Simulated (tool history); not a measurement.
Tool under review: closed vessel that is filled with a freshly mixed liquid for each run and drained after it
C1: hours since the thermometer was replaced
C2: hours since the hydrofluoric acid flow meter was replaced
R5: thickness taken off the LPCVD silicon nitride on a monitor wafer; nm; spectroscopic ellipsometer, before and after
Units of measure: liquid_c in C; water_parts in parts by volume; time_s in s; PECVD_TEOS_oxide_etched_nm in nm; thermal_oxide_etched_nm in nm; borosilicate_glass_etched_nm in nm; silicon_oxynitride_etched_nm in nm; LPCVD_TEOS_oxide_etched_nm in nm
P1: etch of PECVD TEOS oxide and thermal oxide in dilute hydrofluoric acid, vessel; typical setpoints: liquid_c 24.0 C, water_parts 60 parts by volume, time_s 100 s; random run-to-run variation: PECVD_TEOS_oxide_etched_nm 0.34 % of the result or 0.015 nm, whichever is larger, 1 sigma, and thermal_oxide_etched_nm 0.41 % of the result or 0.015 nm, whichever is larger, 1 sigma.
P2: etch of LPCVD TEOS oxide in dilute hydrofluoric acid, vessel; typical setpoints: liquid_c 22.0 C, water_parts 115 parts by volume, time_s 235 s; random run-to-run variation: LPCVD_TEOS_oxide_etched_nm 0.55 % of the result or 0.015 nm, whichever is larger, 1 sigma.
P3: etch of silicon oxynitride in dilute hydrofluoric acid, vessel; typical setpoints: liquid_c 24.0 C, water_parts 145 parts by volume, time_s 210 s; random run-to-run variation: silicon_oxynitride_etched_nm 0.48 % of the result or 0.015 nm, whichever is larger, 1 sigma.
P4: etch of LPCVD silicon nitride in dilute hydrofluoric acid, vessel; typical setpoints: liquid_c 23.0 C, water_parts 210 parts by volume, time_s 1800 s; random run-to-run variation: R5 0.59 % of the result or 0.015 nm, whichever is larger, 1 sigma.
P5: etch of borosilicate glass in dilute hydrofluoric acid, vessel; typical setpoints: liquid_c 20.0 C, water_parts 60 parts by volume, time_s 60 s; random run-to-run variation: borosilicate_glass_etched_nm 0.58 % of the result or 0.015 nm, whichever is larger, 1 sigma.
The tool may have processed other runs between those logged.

{"run": 1, "day": 0.425, "process": "P1", "liquid_c": 24.0, "water_parts": 60, "time_s": 100, "C1": 749.8, "C2": 469.3, "PECVD_TEOS_oxide_etched_nm": 24.07, "thermal_oxide_etched_nm": 8.5625}
{"run": 2, "day": 0.821, "process": "P1", "liquid_c": 24.0, "water_parts": 35, "time_s": 170, "C1": 759.3, "C2": 478.8, "PECVD_TEOS_oxide_etched_nm": 72.398, "thermal_oxide_etched_nm": 25.852}
{"run": 3, "day": 1.054, "process": "P5", "liquid_c": 20.0, "water_parts": 60, "time_s": 60, "C1": 764.9, "C2": 484.4, "borosilicate_glass_etched_nm": 22.921}
{"run": 4, "day": 1.558, "process": "P3", "liquid_c": 24.0, "water_parts": 145, "time_s": 210, "C1": 777.0, "C2": 496.5, "silicon_oxynitride_etched_nm": 4.6414}
{"run": 5, "day": 2.029, "process": "P4", "liquid_c": 23.0, "water_parts": 100, "time_s": 1800, "C1": 788.3, "C2": 507.8, "R5": 8.1309}
{"run": 6, "day": 2.471, "process": "P1", "liquid_c": 17.5, "water_parts": 60, "time_s": 100, "C1": 798.9, "C2": 518.4, "PECVD_TEOS_oxide_etched_nm": 18.276, "thermal_oxide_etched_nm": 6.5405}
{"run": 7, "day": 2.992, "process": "P5", "liquid_c": 20.0, "water_parts": 60, "time_s": 60, "C1": 811.4, "C2": 530.9, "borosilicate_glass_etched_nm": 22.689}
{"run": 8, "day": 3.3, "process": "P5", "liquid_c": 25.5, "water_parts": 60, "time_s": 60, "C1": 818.8, "C2": 538.3, "borosilicate_glass_etched_nm": 28.532}
{"run": 9, "day": 3.529, "process": "P1", "liquid_c": 24.0, "water_parts": 60, "time_s": 100, "C1": 824.3, "C2": 543.8, "PECVD_TEOS_oxide_etched_nm": 24.315, "thermal_oxide_etched_nm": 8.5463}
{"run": 10, "day": 3.917, "process": "P1", "liquid_c": 19.0, "water_parts": 35, "time_s": 100, "C1": 833.6, "C2": 553.1, "PECVD_TEOS_oxide_etched_nm": 34.383, "thermal_oxide_etched_nm": 12.362}
{"run": 11, "day": 4.242, "process": "P1", "liquid_c": 32.0, "water_parts": 60, "time_s": 100, "C1": 841.4, "C2": 560.9, "PECVD_TEOS_oxide_etched_nm": 33.207, "thermal_oxide_etched_nm": 11.768}
{"run": 12, "day": 4.479, "process": "P2", "liquid_c": 22.0, "water_parts": 175, "time_s": 235, "C1": 847.1, "C2": 566.6, "LPCVD_TEOS_oxide_etched_nm": 24.692}
{"run": 13, "day": 4.929, "process": "P1", "liquid_c": 24.0, "water_parts": 80, "time_s": 100, "C1": 857.9, "C2": 577.4, "PECVD_TEOS_oxide_etched_nm": 17.68, "thermal_oxide_etched_nm": 6.299}
{"run": 14, "day": 5.238, "process": "P5", "liquid_c": 20.0, "water_parts": 60, "time_s": 105, "C1": 865.3, "C2": 584.8, "borosilicate_glass_etched_nm": 39.499}
{"run": 15, "day": 5.729, "process": "P2", "liquid_c": 22.0, "water_parts": 115, "time_s": 355, "C1": 877.1, "C2": 596.6, "LPCVD_TEOS_oxide_etched_nm": 61.363}
{"run": 16, "day": 6.175, "process": "P2", "liquid_c": 22.0, "water_parts": 115, "time_s": 235, "C1": 887.8, "C2": 607.3, "LPCVD_TEOS_oxide_etched_nm": 40.534}
{"run": 17, "day": 6.654, "process": "P2", "liquid_c": 17.0, "water_parts": 115, "time_s": 235, "C1": 899.3, "C2": 618.8, "LPCVD_TEOS_oxide_etched_nm": 32.944}
{"run": 18, "day": 6.988, "process": "P1", "liquid_c": 24.0, "water_parts": 20, "time_s": 100, "C1": 907.3, "C2": 626.8, "PECVD_TEOS_oxide_etched_nm": 76.163, "thermal_oxide_etched_nm": 27.378}
{"run": 19, "day": 7.471, "process": "P1", "liquid_c": 24.0, "water_parts": 60, "time_s": 100, "C1": 918.9, "C2": 638.4, "PECVD_TEOS_oxide_etched_nm": 24.139, "thermal_oxide_etched_nm": 8.6239}
{"run": 20, "day": 7.721, "process": "P1", "liquid_c": 24.0, "water_parts": 60, "time_s": 175, "C1": 924.9, "C2": 644.4, "PECVD_TEOS_oxide_etched_nm": 42.177, "thermal_oxide_etched_nm": 15.054}
{"run": 21, "day": 8.246, "process": "P4", "liquid_c": 23.0, "water_parts": 210, "time_s": 265, "C1": 937.5, "C2": 657.0, "R5": 0.59404}
{"run": 22, "day": 8.571, "process": "P3", "liquid_c": 24.0, "water_parts": 225, "time_s": 210, "C1": 945.3, "C2": 664.8, "silicon_oxynitride_etched_nm": 2.8162}
{"run": 23, "day": 8.908, "process": "P1", "liquid_c": 24.0, "water_parts": 60, "time_s": 100, "C1": 953.4, "C2": 672.9, "PECVD_TEOS_oxide_etched_nm": 24.057, "thermal_oxide_etched_nm": 8.6569}
{"run": 24, "day": 9.312, "process": "P3", "liquid_c": 24.0, "water_parts": 145, "time_s": 400, "C1": 963.1, "C2": 682.6, "silicon_oxynitride_etched_nm": 8.7562}

Expected results for the next run?
{"run": 25, "day": 9.833, "process": "P5", "liquid_c": 20.0, "water_parts": 20, "time_s": 60, "C1": 975.6, "C2": 695.1, "borosilicate_glass_etched_nm": "?"}

{"run 25": {"borosilicate_glass_etched_nm": 70.679}}

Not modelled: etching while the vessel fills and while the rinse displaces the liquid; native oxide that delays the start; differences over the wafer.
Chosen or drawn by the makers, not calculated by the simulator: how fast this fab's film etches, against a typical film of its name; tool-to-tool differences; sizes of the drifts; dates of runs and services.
